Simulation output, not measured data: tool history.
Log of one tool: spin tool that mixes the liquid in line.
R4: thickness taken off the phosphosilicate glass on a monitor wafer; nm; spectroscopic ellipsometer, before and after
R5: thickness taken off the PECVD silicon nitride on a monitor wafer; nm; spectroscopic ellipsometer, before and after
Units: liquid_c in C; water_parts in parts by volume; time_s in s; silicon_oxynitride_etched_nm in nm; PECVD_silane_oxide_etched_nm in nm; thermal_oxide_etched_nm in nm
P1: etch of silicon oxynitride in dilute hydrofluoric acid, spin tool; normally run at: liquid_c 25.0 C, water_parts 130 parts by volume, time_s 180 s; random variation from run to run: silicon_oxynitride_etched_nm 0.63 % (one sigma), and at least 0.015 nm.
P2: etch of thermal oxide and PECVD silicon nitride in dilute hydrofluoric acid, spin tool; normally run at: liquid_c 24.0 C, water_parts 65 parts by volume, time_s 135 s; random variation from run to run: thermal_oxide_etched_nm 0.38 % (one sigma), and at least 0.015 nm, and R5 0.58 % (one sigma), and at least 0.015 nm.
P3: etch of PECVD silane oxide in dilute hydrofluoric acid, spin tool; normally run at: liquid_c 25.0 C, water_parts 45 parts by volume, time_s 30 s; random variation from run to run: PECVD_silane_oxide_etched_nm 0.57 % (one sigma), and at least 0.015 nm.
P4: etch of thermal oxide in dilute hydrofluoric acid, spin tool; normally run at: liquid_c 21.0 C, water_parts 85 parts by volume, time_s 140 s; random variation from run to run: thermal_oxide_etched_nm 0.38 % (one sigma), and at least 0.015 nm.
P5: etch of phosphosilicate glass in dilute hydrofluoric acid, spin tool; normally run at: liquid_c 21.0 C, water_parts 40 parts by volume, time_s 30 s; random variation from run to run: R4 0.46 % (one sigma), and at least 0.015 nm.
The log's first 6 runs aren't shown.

{"run": 7, "day": 3.062, "process": "P2", "liquid_c": 17.0, "water_parts": 65, "time_s": 135, "thermal_oxide_etched_nm": 7.3212, "R5": 2.1254}
{"run": 8, "day": 3.692, "process": "P2", "liquid_c": 24.0, "water_parts": 65, "time_s": 40, "thermal_oxide_etched_nm": 2.9212, "R5": 1.0322}
{"run": 9, "day": 4.229, "process": "P2", "liquid_c": 24.0, "water_parts": 65, "time_s": 135, "thermal_oxide_etched_nm": 9.8508, "R5": 3.4228}
{"run": 10, "day": 4.812, "process": "P5", "liquid_c": 17.0, "water_parts": 40, "time_s": 30, "R4": 36.754}
{"run": 11, "day": 5.35, "process": "P4", "liquid_c": 21.0, "water_parts": 85, "time_s": 30, "thermal_oxide_etched_nm": 1.5424}
{"run": 12, "day": 5.95, "process": "P3", "liquid_c": 25.0, "water_parts": 45, "time_s": 30, "PECVD_silane_oxide_etched_nm": 17.018}
{"run": 13, "day": 6.488, "process": "P1", "liquid_c": 25.0, "water_parts": 130, "time_s": 80, "silicon_oxynitride_etched_nm": 1.7743}
{"run": 14, "day": 7.092, "process": "P1", "liquid_c": 25.0, "water_parts": 40, "time_s": 45, "silicon_oxynitride_etched_nm": 3.5923}
{"run": 15, "day": 7.771, "process": "P1", "liquid_c": 25.0, "water_parts": 130, "time_s": 180, "silicon_oxynitride_etched_nm": 4.0566}
{"run": 16, "day": 8.417, "process": "P1", "liquid_c": 25.0, "water_parts": 220, "time_s": 180, "silicon_oxynitride_etched_nm": 2.2314}
{"run": 17, "day": 9.083, "process": "P1", "liquid_c": 19.5, "water_parts": 180, "time_s": 180, "silicon_oxynitride_etched_nm": 2.1768}
{"run": 18, "day": 9.442, "process": "P2", "liquid_c": 24.0, "water_parts": 105, "time_s": 135, "thermal_oxide_etched_nm": 5.7956, "R5": 2.1767}
{"run": 19, "day": 9.779, "process": "P3", "liquid_c": 25.0, "water_parts": 20, "time_s": 30, "PECVD_silane_oxide_etched_nm": 39.687}
{"run": 20, "day": 10.088, "process": "P1", "liquid_c": 25.0, "water_parts": 130, "time_s": 180, "silicon_oxynitride_etched_nm": 4.1004}
{"run": 21, "day": 10.412, "process": "P1", "liquid_c": 30.0, "water_parts": 130, "time_s": 180, "silicon_oxynitride_etched_nm": 5.1132}
{"run": 22, "day": 10.767, "process": "P1", "liquid_c": 25.0, "water_parts": 130, "time_s": 280, "silicon_oxynitride_etched_nm": 6.339}
{"run": 23, "day": 11.271, "process": "P1", "liquid_c": 25.0, "water_parts": 130, "time_s": 180, "silicon_oxynitride_etched_nm": 4.1019}
{"run": 24, "day": 11.9, "process": "P4", "liquid_c": 17.0, "water_parts": 85, "time_s": 140, "thermal_oxide_etched_nm": 6.0923}
{"run": 25, "day": 12.488, "process": "P2", "liquid_c": 24.0, "water_parts": 65, "time_s": 135, "thermal_oxide_etched_nm": 9.7621, "R5": 3.4765}

Run 26 comes next. What will it give?
{"run": 26, "day": 13.142, "process": "P4", "liquid_c": 21.0, "water_parts": 85, "time_s": 140, "thermal_oxide_etched_nm": "?"}

Run 26 gave thermal_oxide_etched_nm 7.1042 nm.
